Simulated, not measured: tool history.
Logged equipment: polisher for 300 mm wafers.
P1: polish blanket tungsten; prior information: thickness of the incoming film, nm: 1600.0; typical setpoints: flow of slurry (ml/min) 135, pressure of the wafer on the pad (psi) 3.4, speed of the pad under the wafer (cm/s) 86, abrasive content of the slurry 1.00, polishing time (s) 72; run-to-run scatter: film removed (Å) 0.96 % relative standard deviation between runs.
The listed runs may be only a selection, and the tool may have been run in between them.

run   hour  flow of slurry (ml/min)  pressure of the wafer on the pad (psi)  speed of the pad under the wafer (cm/s)  abrasive content of the slurry  polishing time (s)  wafers polished on this pad  hours since the slurry nozzle was cleaned  hours since the head pressure was calibrated  hours since the slurry blender was calibrated  hours since the slurry got fresh peroxide  film removed (Å)
  1   10.9                      135                                     3.4                                       86                            1.00                  72                          340                                      306.0                                         342.8                                          201.3                                       47.4            2700.0
  2   21.0                      135                                     3.4                                       86                            1.40                  72                          412                                      316.1                                         352.9                                          211.4                                       57.5            2893.0
  3   30.4                      135                                     3.4                                       86                            1.00                  72                          480                                      325.5                                         362.3                                          220.8                                       66.9            2746.5
  4   44.8                      135                                     5.1                                       86                            1.00                  72                          583                                      339.9                                         376.7                                          235.2                                       81.3            4075.7
  5   52.4                      135                                     3.4                                       86                            1.00                  72                          638                                      347.5                                         384.3                                          242.8                                       88.9            2719.3
  6   66.5                      135                                     2.1                                       86                            1.00                  72                          739                                      361.6                                         398.4                                          256.9                                      103.0            1698.6
  7   73.7                       85                                     3.4                                       86                            1.00                  72                          791                                      368.8                                         405.6                                          264.1                                      110.2            2463.9
  8   80.9                      135                                     3.4                                       86                            1.00                  72                          843                                      376.0                                         412.8                                          271.3                                      117.4            2725.3
  9   92.2                      205                                     3.4                                       86                            1.00                  72                          924                                      387.3                                         424.1                                          282.6                                      128.7            2905.7
 10  100.3                      135                                     3.4                                       86                            0.55                  72                          982                                      395.4                                         432.2                                          290.7                                      136.8            2355.4
 11  113.8                      135                                     3.4                                       86                            1.00                  72                         1079                                      408.9                                         445.7                                          304.2                                      150.3            2693.7
 12  124.7                      135                                     3.4                                       86                            1.00                  93                         1157                                      419.8                                         456.6                                          315.1                                      161.2            3491.6
 13  132.0                      135                                     3.4                                      128                            1.00                  72                         1210                                      427.1                                         463.9                                          322.4                                      168.5            3979.5
 14  139.2                      135                                     3.4                                       86                            1.00                  32                         1261                                      434.3                                         471.1                                          329.6                                      175.7            1231.7
 15  153.9                      135                                     3.4                                      116                            1.00                 108                         1367                                      449.0                                         485.8                                          344.3                                      190.4            5489.5
 16  164.0                      135                                     3.4                                       50                            1.00                  72                         1439                                      459.1                                         495.9                                          354.4                                      200.5            1601.0
 17  174.5                       95                                     3.4                                       86                            1.00                 103                         1515                                      469.6                                         506.4                                          364.9                                      211.0            3565.9
 18  189.5                      135                                     3.4                                       86                            1.00                  72                         1623                                      484.6                                         521.4                                          379.9                                      226.0            2779.8
 19  202.0                      135                                     3.4                                       86                            1.00                  72                         1712                                      497.1                                         533.9                                          392.4                                      238.5            2613.0
 20  213.6                      135                                     3.4                                       86                            1.00                  72                         1796                                      508.7                                         545.5                                          404.0                                      250.1            2614.0
 21  221.5                      135                                     3.4                                       86                            1.00                  72                         1852                                      516.6                                         553.4                                          411.9                                      258.0            2583.0
 22  233.5                      135                                     3.4                                       86                            1.00                  72                         1939                                      528.6                                         565.4                                          423.9                                      270.0            2561.8
 23  241.3                      135                                     3.4                                       86                            1.00                  72                         1995                                      536.4                                         573.2                                          431.7                                      277.8            2537.7
 24  248.2                      135                                     3.4                                       86                            1.00                  72                         2044                                      543.3                                         580.1                                          438.6                                      284.7            2493.5
     252.3  -- head pressure recalibrated
     252.4  -- slurry blender recalibrated
     258.6  -- slurry tank refilled with fresh slurry and peroxide
 25  262.7                      135                                     3.4                                       86                            1.00                  72                         2148                                      557.8                                          10.5                                           10.3                                        4.1            2486.9
 26  275.1                      135                                     3.4                                       86                            1.00                  72                         2237                                      570.2                                          22.9                                           22.7                                       16.5            2476.1

Run 27 is up next; what results do you expect?
 27  283.4                      135                                     3.4                                       86                            1.00                  72                         2297                                      578.5                                          31.2                                           31.0                                       24.8                 ?

{"run 27": {"film removed (Å)": 2493.1}}

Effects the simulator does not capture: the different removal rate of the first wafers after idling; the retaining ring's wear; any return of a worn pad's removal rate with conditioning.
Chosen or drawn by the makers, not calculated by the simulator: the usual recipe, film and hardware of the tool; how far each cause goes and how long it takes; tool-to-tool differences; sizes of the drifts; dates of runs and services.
